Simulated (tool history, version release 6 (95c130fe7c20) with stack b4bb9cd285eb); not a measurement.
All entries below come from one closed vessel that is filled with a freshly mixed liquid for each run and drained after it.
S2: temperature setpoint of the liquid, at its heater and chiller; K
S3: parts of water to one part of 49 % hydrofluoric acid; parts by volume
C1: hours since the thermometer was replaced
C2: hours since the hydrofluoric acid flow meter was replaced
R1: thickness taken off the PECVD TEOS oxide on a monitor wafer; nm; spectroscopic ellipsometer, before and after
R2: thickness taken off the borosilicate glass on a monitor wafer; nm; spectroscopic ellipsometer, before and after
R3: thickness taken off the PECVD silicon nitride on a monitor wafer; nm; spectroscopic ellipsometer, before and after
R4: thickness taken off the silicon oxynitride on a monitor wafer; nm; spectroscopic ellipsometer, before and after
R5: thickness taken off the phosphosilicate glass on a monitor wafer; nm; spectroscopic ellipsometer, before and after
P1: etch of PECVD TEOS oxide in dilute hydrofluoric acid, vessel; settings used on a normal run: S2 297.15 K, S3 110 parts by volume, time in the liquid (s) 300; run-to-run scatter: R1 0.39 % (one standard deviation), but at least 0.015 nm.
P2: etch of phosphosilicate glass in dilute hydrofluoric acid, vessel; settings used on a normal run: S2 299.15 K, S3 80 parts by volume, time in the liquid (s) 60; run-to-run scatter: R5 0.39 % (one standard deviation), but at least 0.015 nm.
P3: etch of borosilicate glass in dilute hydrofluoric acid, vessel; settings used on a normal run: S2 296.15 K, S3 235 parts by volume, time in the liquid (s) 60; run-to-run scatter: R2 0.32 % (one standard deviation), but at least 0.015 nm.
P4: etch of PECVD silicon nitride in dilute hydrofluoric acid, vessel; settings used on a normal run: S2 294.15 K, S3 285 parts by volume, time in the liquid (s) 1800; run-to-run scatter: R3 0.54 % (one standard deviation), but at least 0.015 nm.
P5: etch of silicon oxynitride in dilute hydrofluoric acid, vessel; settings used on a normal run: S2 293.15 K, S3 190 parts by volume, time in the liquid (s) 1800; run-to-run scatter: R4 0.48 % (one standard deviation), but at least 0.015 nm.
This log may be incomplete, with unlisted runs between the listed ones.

run 1 hour=12.9 | process_that_ran=P1 S2=297.15 S3=110 time_in_the_liquid_(s)=300 | C1=1288.1 C2=470.0 | R1=60.026
run 2 hour=22.9 | process_that_ran=P3 S2=296.15 S3=235 time_in_the_liquid_(s)=60 | C1=1298.1 C2=480.0 | R2=7.1210
run 3 hour=34.0 | process_that_ran=P1 S2=290.15 S3=110 time_in_the_liquid_(s)=90 | C1=1309.2 C2=491.1 | R1=13.590
run 4 hour=46.1 | process_that_ran=P4 S2=294.15 S3=90 time_in_the_liquid_(s)=1800 | C1=1321.3 C2=503.2 | R3=51.895
run 5 hour=56.3 | process_that_ran=P1 S2=292.65 S3=110 time_in_the_liquid_(s)=300 | C1=1331.5 C2=513.4 | R1=50.104
run 6 hour=68.9 | process_that_ran=P1 S2=297.15 S3=110 time_in_the_liquid_(s)=495 | C1=1344.1 C2=526.0 | R1=98.700
run 7 hour=81.5 | process_that_ran=P5 S2=293.15 S3=190 time_in_the_liquid_(s)=2900 | C1=1356.7 C2=538.6 | R4=16.5180
run 8 hour=92.7 | process_that_ran=P2 S2=299.15 S3=140 time_in_the_liquid_(s)=60 | C1=1367.9 C2=549.8 | R5=43.097
run 9 hour=101.3 | process_that_ran=P1 S2=297.15 S3=185 time_in_the_liquid_(s)=560 | C1=1376.5 C2=558.4 | R1=60.820
run 10 hour=113.2 | process_that_ran=P3 S2=296.15 S3=385 time_in_the_liquid_(s)=60 | C1=1388.4 C2=570.3 | R2=3.8031
run 11 hour=121.4 | process_that_ran=P4 S2=294.15 S3=285 time_in_the_liquid_(s)=1800 | C1=1396.6 C2=578.5 | R3=16.662
run 12 hour=133.4 | process_that_ran=P2 S2=299.15 S3=80 time_in_the_liquid_(s)=60 | C1=1408.6 C2=590.5 | R5=80.989
run 13 hour=146.6 | process_that_ran=P1 S2=297.15 S3=110 time_in_the_liquid_(s)=300 | C1=1421.8 C2=603.7 | R1=59.945
run 14 hour=155.9 | process_that_ran=P1 S2=297.15 S3=110 time_in_the_liquid_(s)=125 | C1=1431.1 C2=613.0 | R1=24.923
-- hour=161.3 thermometer replaced
run 15 hour=169.5 | process_that_ran=P4 S2=290.15 S3=285 time_in_the_liquid_(s)=1800 | C1=8.3 C2=626.6 | R3=12.942
run 16 hour=178.9 | process_that_ran=P5 S2=293.15 S3=190 time_in_the_liquid_(s)=1800 | C1=17.7 C2=636.0 | R4=10.3650
run 17 hour=190.0 | process_that_ran=P1 S2=303.15 S3=110 time_in_the_liquid_(s)=300 | C1=28.8 C2=647.1 | R1=75.240
run 18 hour=202.6 | process_that_ran=P4 S2=294.15 S3=285 time_in_the_liquid_(s)=2645 | C1=41.4 C2=659.7 | R3=24.523
run 19 hour=209.6 | process_that_ran=P5 S2=298.15 S3=190 time_in_the_liquid_(s)=1800 | C1=48.4 C2=666.7 | R4=13.0480
run 20 hour=219.4 | process_that_ran=P1 S2=297.15 S3=110 time_in_the_liquid_(s)=300 | C1=58.2 C2=676.5 | R1=59.746
run 21 hour=227.1 | process_that_ran=P2 S2=292.15 S3=80 time_in_the_liquid_(s)=60 | C1=65.9 C2=684.2 | R5=60.668
run 22 hour=240.2 | process_that_ran=P1 S2=297.15 S3=25 time_in_the_liquid_(s)=300 | C1=79.0 C2=697.3 | R1=294.950
run 23 hour=253.7 | process_that_ran=P1 S2=297.15 S3=110 time_in_the_liquid_(s)=300 | C1=92.5 C2=710.8 | R1=59.547
run 24 hour=268.3 | process_that_ran=P3 S2=290.15 S3=235 time_in_the_liquid_(s)=60 | C1=107.1 C2=725.4 | R2=5.6565
run 25 hour=280.7 | process_that_ran=P3 S2=296.15 S3=235 time_in_the_liquid_(s)=115 | C1=119.5 C2=737.8 | R2=13.6930
run 26 hour=295.1 | process_that_ran=P3 S2=296.15 S3=235 time_in_the_liquid_(s)=60 | C1=133.9 C2=752.2 | R2=7.1257
run 27 hour=302.4 | process_that_ran=P2 S2=299.15 S3=80 time_in_the_liquid_(s)=30 | C1=141.2 C2=759.5 | R5=40.636

What will run 28 give?
run 28 hour=311.0 | process_that_ran=P5 S2=293.15 S3=290 time_in_the_liquid_(s)=1800 | C1=149.8 C2=768.1 | R4=?

Logged for run 28: R4 6.3159 nm.
